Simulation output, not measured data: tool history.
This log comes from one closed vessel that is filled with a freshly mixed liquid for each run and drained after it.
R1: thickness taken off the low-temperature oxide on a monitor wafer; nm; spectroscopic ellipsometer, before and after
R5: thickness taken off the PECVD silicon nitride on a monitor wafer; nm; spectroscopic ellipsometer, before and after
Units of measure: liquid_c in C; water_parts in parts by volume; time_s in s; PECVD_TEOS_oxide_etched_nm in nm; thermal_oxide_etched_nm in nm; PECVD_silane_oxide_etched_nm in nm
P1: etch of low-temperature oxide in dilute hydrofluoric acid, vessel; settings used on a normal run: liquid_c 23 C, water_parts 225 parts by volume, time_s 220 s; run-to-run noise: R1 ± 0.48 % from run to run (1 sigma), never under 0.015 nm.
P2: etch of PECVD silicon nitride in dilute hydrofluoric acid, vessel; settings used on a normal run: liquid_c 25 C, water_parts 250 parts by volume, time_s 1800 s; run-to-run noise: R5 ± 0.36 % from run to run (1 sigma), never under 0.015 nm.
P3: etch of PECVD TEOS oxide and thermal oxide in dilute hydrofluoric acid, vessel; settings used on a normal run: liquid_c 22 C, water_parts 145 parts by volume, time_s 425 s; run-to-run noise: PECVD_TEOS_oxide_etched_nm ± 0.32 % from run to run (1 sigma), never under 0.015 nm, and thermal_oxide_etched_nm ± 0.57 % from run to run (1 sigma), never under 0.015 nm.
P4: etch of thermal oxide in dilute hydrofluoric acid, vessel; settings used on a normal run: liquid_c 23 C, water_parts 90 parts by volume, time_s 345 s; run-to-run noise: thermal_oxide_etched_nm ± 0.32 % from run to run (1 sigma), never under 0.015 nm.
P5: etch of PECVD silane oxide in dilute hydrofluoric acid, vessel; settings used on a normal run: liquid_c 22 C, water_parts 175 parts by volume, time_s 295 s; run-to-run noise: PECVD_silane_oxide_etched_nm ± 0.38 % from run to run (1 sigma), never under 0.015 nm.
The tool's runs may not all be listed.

Run 1, hour 2.4: process P1, liquid_c 23 C, water_parts 225 parts by volume, time_s 220 s. Result: R1 20.94 nm.
Run 2, hour 6.7: process P1, liquid_c 27.5 C, water_parts 225 parts by volume, time_s 220 s. Result: R1 24.694 nm.
Run 3, hour 10.1: process P1, liquid_c 23 C, water_parts 225 parts by volume, time_s 220 s. Result: R1 20.991 nm.
Run 4, hour 12.7: process P3, liquid_c 28.5 C, water_parts 145 parts by volume, time_s 425 s. Result: PECVD_TEOS_oxide_etched_nm 65.969 nm, thermal_oxide_etched_nm 15.476 nm.
Run 5, hour 17.5: process P1, liquid_c 23 C, water_parts 80 parts by volume, time_s 220 s. Result: R1 69.292 nm.
Run 6, hour 20.5: process P3, liquid_c 22 C, water_parts 145 parts by volume, time_s 425 s. Result: PECVD_TEOS_oxide_etched_nm 51.858 nm, thermal_oxide_etched_nm 12.237 nm.
Run 7, hour 25.9: process P5, liquid_c 22 C, water_parts 175 parts by volume, time_s 295 s. Result: PECVD_silane_oxide_etched_nm 24.635 nm.
Run 8, hour 30.8: process P5, liquid_c 17 C, water_parts 175 parts by volume, time_s 295 s. Result: PECVD_silane_oxide_etched_nm 20.242 nm.
Run 9, hour 34.7: process P2, liquid_c 25 C, water_parts 250 parts by volume, time_s 3015 s. Result: R5 22.23 nm.
Run 10, hour 40.1: process P2, liquid_c 29 C, water_parts 250 parts by volume, time_s 1800 s. Result: R5 16.876 nm.
Run 11, hour 42.9: process P3, liquid_c 22 C, water_parts 50 parts by volume, time_s 425 s. Result: PECVD_TEOS_oxide_etched_nm 168.2 nm, thermal_oxide_etched_nm 39.481 nm.
Run 12, hour 47.2: process P2, liquid_c 25 C, water_parts 250 parts by volume, time_s 1800 s. Result: R5 13.267 nm.
Run 13, hour 50.2: process P3, liquid_c 22 C, water_parts 145 parts by volume, time_s 840 s. Result: PECVD_TEOS_oxide_etched_nm 102.26 nm, thermal_oxide_etched_nm 24.081 nm.
Run 14, hour 53.4: process P1, liquid_c 23 C, water_parts 225 parts by volume, time_s 220 s. Result: R1 20.792 nm.
Run 15, hour 55.8: process P5, liquid_c 22 C, water_parts 325 parts by volume, time_s 295 s. Result: PECVD_silane_oxide_etched_nm 11.447 nm.
Run 16, hour 60.5: process P1, liquid_c 29.5 C, water_parts 50 parts by volume, time_s 220 s. Result: R1 147.75 nm.
Run 17, hour 63.8: process P1, liquid_c 17.5 C, water_parts 225 parts by volume, time_s 220 s. Result: R1 17.008 nm.
Run 18, hour 68.1: process P2, liquid_c 25 C, water_parts 55 parts by volume, time_s 1800 s. Result: R5 59.488 nm.
Run 19, hour 71.3: process P4, liquid_c 23 C, water_parts 90 parts by volume, time_s 150 s. Result: thermal_oxide_etched_nm 7.7024 nm.
Run 20, hour 74.8: process P5, liquid_c 22 C, water_parts 175 parts by volume, time_s 50 s. Result: PECVD_silane_oxide_etched_nm 4.192 nm.
Run 21, hour 78.8: process P1, liquid_c 23 C, water_parts 225 parts by volume, time_s 220 s. Result: R1 20.928 nm.
At hour 80.4: thermometer replaced.
Run 22, hour 81.5: process P1, liquid_c 23 C, water_parts 225 parts by volume, time_s 220 s. Result: R1 20.94 nm.
Run 23, hour 85.8: process P1, liquid_c 23 C, water_parts 225 parts by volume, time_s 390 s. Result: R1 37.29 nm.
Run 24, hour 88.3: process P3, liquid_c 22 C, water_parts 145 parts by volume, time_s 425 s. Result: PECVD_TEOS_oxide_etched_nm 51.779 nm, thermal_oxide_etched_nm 12.228 nm.
Run 25, hour 93.7: process P1, liquid_c 23 C, water_parts 370 parts by volume, time_s 220 s. Result: R1 11.119 nm.
Run 26, hour 97.6: process P4, liquid_c 23 C, water_parts 50 parts by volume, time_s 345 s. Result: thermal_oxide_etched_nm 33.459 nm.
Run 27, hour 102.4: process P1, liquid_c 23 C, water_parts 225 parts by volume, time_s 105 s. Result: R1 9.8992 nm.
Run 28, hour 106.8: process P4, liquid_c 31 C, water_parts 90 parts by volume, time_s 345 s. Result: thermal_oxide_etched_nm 24.307 nm.
Run 29, hour 109.8: process P4, liquid_c 23 C, water_parts 90 parts by volume, time_s 345 s. Result: thermal_oxide_etched_nm 17.731 nm.
Run 30, hour 113.2: process P1, liquid_c 23 C, water_parts 225 parts by volume, time_s 220 s. Result: R1 20.859 nm.
Run 31, hour 117.7: process P1, liquid_c 23 C, water_parts 225 parts by volume, time_s 220 s. Result: R1 21.382 nm.
Run 32, hour 120.3: process P1, liquid_c 23 C, water_parts 225 parts by volume, time_s 220 s. Result: R1 21.591 nm.
Run 33, hour 124.8: process P1, liquid_c 23 C, water_parts 225 parts by volume, time_s 220 s. Result: R1 21.865 nm.
Run 34, hour 129.2: process P1, liquid_c 23 C, water_parts 225 parts by volume, time_s 220 s. Result: R1 21.934 nm.
Run 35, hour 134.2: process P1, liquid_c 23 C, water_parts 225 parts by volume, time_s 220 s. Result: R1 21.933 nm.
Run 36, hour 138.6: process P1, liquid_c 23 C, water_parts 225 parts by volume, time_s 220 s. Result: R1 22.249 nm.
Run 37, hour 143.6: process P1, liquid_c 23 C, water_parts 225 parts by volume, time_s 220 s. Result: R1 22.321 nm.
Run 38, hour 146.3: process P1, liquid_c 23 C, water_parts 225 parts by volume, time_s 220 s. Result: R1 22.276 nm.
Run 39, hour 151.7: process P1, liquid_c 23 C, water_parts 225 parts by volume, time_s 220 s. Result: R1 22.357 nm.
Run 40, hour 156: process P1, liquid_c 23 C, water_parts 225 parts by volume, time_s 220 s. Result: R1 22.346 nm.
Run 41, hour 160.8: process P1, liquid_c 23 C, water_parts 225 parts by volume, time_s 220 s. Result: R1 22.295 nm.

Something has made what P1 gives creep away from where it was; the 2 causes below, each at its own stated size, fit the log equally well:
A: liquid hotter than its thermometer reads (K) = 1.74
B: hydrofluoric acid flow above the setpoint (%) = 5.29
Creep in the process output first set in at about hour 113.2.

The check runs listed below each take one wafer, and their results are still question marks. Under which run would the listed causes lead to clearly different results?
Run check 1, hour 165.6: process P3, liquid_c 27 C, water_parts 145 parts by volume, time_s 740 s. Result: PECVD_TEOS_oxide_etched_nm ?, thermal_oxide_etched_nm ?.
Run check 2, hour 165.6: process P2, liquid_c 25 C, water_parts 165 parts by volume, time_s 1800 s. Result: R5 ?.
Run check 3, hour 165.6: process P5, liquid_c 22 C, water_parts 175 parts by volume, time_s 100 s. Result: PECVD_silane_oxide_etched_nm ?.
Run check 4, hour 165.6: process P4, liquid_c 30.5 C, water_parts 90 parts by volume, time_s 345 s. Result: thermal_oxide_etched_nm ?.

Expected result of each check under each candidate cause:
  check                        result    if A    if B
check 1    PECVD_TEOS_oxide_etched_nm  116.34  115.93
check 1       thermal_oxide_etched_nm  27.284  27.187
check 2                            R5  22.375  21.104
check 3  PECVD_silane_oxide_etched_nm  8.9285  8.8813
check 4       thermal_oxide_etched_nm  25.422  25.248
How far apart the two closest causes lie, in the result that separates them most: check 1 0.36 %; check 2 5.85 %; check 3 0.53 %; check 4 0.69 %
The causes can be told apart only by check 2. The other checks would give nearly the same results under each of them.

Here is what check 2 returned: R5 21.029 nm. Which cause is it?

The correct cause is B, namely: hydrofluoric acid flow above the setpoint (%).
